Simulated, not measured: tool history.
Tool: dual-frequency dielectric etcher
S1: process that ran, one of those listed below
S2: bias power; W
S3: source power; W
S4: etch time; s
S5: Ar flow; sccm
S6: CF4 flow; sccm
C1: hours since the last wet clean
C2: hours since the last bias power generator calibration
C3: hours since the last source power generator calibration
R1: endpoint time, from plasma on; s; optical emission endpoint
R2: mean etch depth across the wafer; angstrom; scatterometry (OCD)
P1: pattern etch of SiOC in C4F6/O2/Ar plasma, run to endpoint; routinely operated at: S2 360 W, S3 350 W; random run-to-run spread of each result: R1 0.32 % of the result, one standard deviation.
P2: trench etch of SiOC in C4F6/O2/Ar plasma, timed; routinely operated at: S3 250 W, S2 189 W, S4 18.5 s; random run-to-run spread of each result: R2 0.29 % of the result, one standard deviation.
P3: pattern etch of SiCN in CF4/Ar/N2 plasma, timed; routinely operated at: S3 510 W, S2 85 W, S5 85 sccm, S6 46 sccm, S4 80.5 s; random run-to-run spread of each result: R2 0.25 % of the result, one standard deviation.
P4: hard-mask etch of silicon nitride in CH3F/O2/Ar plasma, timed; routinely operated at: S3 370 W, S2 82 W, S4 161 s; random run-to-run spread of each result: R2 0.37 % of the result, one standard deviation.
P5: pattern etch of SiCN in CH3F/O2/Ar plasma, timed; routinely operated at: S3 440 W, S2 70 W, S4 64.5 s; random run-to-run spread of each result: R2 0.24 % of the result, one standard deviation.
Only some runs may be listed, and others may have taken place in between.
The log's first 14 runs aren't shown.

run 15 hour=109.6 | S1=P1 S2=360 S3=350 | C1=176.9 C2=1803.5 C3=1506.5 | R1=19.355
run 16 hour=117.9 | S1=P1 S2=360 S3=350 | C1=185.2 C2=1811.8 C3=1514.8 | R1=19.403
run 17 hour=122.4 | S1=P5 S2=70 S3=540 S4=64.5 | C1=189.7 C2=1816.3 C3=1519.3 | R2=265.62
run 18 hour=128.1 | S1=P3 S2=85 S3=510 S4=110.5 S5=85 S6=46 | C1=195.4 C2=1822 C3=1525 | R2=1059.5
run 19 hour=132.3 | S1=P1 S2=499 S3=350 | C1=199.6 C2=1826.2 C3=1529.2 | R1=17.158
run 20 hour=141 | S1=P1 S2=360 S3=350 | C1=208.3 C2=1834.9 C3=1537.9 | R1=19.294
run 21 hour=147.5 | S1=P4 S2=82 S3=470 S4=161 | C1=214.8 C2=1841.4 C3=1544.4 | R2=1227.1
run 22 hour=153.3 | S1=P1 S2=253 S3=350 | C1=220.6 C2=1847.2 C3=1550.2 | R1=21.927
-- hour=160.4 source power generator calibrated
run 23 hour=161 | S1=P2 S2=122 S3=250 S4=18.5 | C1=228.3 C2=1854.9 C3=0.6 | R2=283.99
run 24 hour=166.2 | S1=P3 S2=85 S3=510 S4=80.5 S5=85 S6=63 | C1=233.5 C2=1860.1 C3=5.8 | R2=810.57
run 25 hour=172.9 | S1=P4 S2=82 S3=370 S4=94 | C1=240.2 C2=1866.8 C3=12.5 | R2=657.73
run 26 hour=178.6 | S1=P3 S2=111 S3=510 S4=80.5 S5=85 S6=46 | C1=245.9 C2=1872.5 C3=18.2 | R2=853.91
run 27 hour=185.3 | S1=P5 S2=70 S3=440 S4=64.5 | C1=252.6 C2=1879.2 C3=24.9 | R2=245.94
run 28 hour=190.4 | S1=P5 S2=96 S3=440 S4=64.5 | C1=257.7 C2=1884.3 C3=30 | R2=275.95
run 29 hour=194.6 | S1=P1 S2=360 S3=220 | C1=261.9 C2=1888.5 C3=34.2 | R1=23.061
run 30 hour=200.7 | S1=P1 S2=360 S3=350 | C1=268 C2=1894.6 C3=40.3 | R1=19.374
run 31 hour=209.5 | S1=P1 S2=360 S3=350 | C1=276.8 C2=1903.4 C3=49.1 | R1=19.332
run 32 hour=217.5 | S1=P1 S2=360 S3=350 | C1=284.8 C2=1911.4 C3=57.1 | R1=19.259
run 33 hour=221.6 | S1=P1 S2=360 S3=350 | C1=288.9 C2=1915.5 C3=61.2 | R1=19.115

The next listed run, before its measurement:
-- hour=223.4 wet clean of the chamber
run 34 hour=225.9 | S1=P1 S2=360 S3=350 | C1=2.6 C2=1919.8 C3=65.5 | R1=?

R1: 19.139 s
